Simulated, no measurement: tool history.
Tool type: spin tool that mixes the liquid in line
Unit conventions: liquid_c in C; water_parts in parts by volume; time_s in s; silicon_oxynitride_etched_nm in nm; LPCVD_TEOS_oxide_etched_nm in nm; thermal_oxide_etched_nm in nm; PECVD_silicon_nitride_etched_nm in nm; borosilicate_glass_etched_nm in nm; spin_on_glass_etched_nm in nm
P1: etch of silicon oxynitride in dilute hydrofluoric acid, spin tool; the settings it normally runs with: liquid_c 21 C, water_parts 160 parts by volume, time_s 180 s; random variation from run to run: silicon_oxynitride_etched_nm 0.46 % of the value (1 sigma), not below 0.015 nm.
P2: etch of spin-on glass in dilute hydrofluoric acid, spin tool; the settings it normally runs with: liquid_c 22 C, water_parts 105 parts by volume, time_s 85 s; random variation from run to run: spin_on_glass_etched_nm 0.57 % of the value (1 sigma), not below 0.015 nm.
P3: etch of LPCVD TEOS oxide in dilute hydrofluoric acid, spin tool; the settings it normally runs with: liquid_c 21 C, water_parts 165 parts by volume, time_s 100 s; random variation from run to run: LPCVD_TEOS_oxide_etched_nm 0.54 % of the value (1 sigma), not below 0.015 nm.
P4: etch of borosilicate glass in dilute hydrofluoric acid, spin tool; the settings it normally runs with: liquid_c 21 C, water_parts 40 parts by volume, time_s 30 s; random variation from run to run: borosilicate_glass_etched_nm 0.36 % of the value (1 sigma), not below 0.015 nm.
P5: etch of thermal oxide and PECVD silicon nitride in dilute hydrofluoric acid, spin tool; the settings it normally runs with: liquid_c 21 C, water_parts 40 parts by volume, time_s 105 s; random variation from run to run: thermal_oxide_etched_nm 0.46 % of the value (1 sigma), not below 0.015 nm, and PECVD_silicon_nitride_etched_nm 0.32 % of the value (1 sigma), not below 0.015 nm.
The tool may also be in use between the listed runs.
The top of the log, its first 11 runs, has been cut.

| run | day | process | liquid_c | water_parts | time_s | hours since the thermometer was replaced | hours since the hydrofluoric acid flow meter was replaced | silicon_oxynitride_etched_nm | LPCVD_TEOS_oxide_etched_nm | thermal_oxide_etched_nm | PECVD_silicon_nitride_etched_nm | borosilicate_glass_etched_nm | spin_on_glass_etched_nm |
|---|---|---|---|---|---|---|---|---|---|---|---|---|---|
| 12 | 5.221 | P2 | 17 | 105 | 85 | 1064.6 | 1317 |  |  |  |  |  | 24.064 |
| 13 | 5.508 | P1 | 21 | 160 | 305 | 1071.5 | 1323.9 | 7.6142 |  |  |  |  |  |
| 14 | 6.017 | P3 | 21 | 165 | 100 | 1083.7 | 1336.1 |  | 10.039 |  |  |  |  |
| 15 | 6.367 | P5 | 28 | 40 | 105 | 1092.1 | 1344.5 |  |  | 15.239 | 16.702 |  |  |
| 16 | 6.867 | P2 | 22 | 105 | 85 | 1104.1 | 1356.5 |  |  |  |  |  | 30.111 |
| 17 | 7.238 | P4 | 21 | 40 | 30 | 1113 | 1365.4 |  |  |  |  | 36.141 |  |
| 18 | 7.729 | P2 | 22 | 105 | 15 | 1124.8 | 1377.2 |  |  |  |  |  | 5.2436 |
| 19 | 8.325 | P1 | 21 | 160 | 180 | 1139.1 | 1391.5 | 4.5055 |  |  |  |  |  |
| 20 | 8.654 | P1 | 26.5 | 160 | 180 | 1147 | 1399.4 | 5.7734 |  |  |  |  |  |
| 21 | 9.046 | P1 | 21 | 85 | 85 | 1156.4 | 1408.8 | 4.2127 |  |  |  |  |  |
| 22 | 9.379 | P1 | 17 | 160 | 180 | 1164.4 | 1416.8 | 3.7401 |  |  |  |  |  |
| 23 | 9.917 | P4 | 21 | 40 | 45 | 1177.3 | 1429.7 |  |  |  |  | 54.309 |  |
| 24 | 10.458 | P2 | 22 | 105 | 85 | 1190.3 | 1442.7 |  |  |  |  |  | 30.222 |
| 25 | 10.9 | P1 | 21 | 160 | 180 | 1200.9 | 1453.3 | 4.4131 |  |  |  |  |  |
|  | 10.946 | hydrofluoric acid flow meter replaced |
| 26 | 11.379 | P4 | 21 | 70 | 30 | 1212.4 | 10.4 |  |  |  |  | 19.823 |  |
| 27 | 11.804 | P1 | 21 | 85 | 180 | 1222.6 | 20.6 | 8.9465 |  |  |  |  |  |
| 28 | 12.238 | P5 | 21 | 40 | 105 | 1233 | 31 |  |  | 11.395 | 10.305 |  |  |
| 29 | 12.733 | P1 | 21 | 160 | 180 | 1244.9 | 42.9 | 4.49 |  |  |  |  |  |
| 30 | 13.238 | P5 | 21 | 40 | 185 | 1257 | 55 |  |  | 20.162 | 18.302 |  |  |
| 31 | 13.738 | P1 | 21 | 160 | 180 | 1269 | 67 | 4.5176 |  |  |  |  |  |
| 32 | 14.129 | P1 | 21 | 160 | 180 | 1278.4 | 76.4 | 4.3518 |  |  |  |  |  |
| 33 | 14.588 | P1 | 21 | 160 | 180 | 1289.4 | 87.4 | 4.2591 |  |  |  |  |  |
| 34 | 14.992 | P1 | 21 | 160 | 180 | 1299.1 | 97.1 | 4.2108 |  |  |  |  |  |
| 35 | 15.504 | P1 | 21 | 160 | 180 | 1311.4 | 109.4 | 4.234 |  |  |  |  |  |
| 36 | 16.021 | P1 | 21 | 160 | 180 | 1323.8 | 121.8 | 4.1304 |  |  |  |  |  |

Run 37, settings as shown, results not yet in. Your forecast:
| 37 | 16.529 | P1 | 21 | 160 | 180 | 1336 | 134 | ? |  |  |  |  |  |

For run 37 the tool returned silicon_oxynitride_etched_nm 4.1063 nm.

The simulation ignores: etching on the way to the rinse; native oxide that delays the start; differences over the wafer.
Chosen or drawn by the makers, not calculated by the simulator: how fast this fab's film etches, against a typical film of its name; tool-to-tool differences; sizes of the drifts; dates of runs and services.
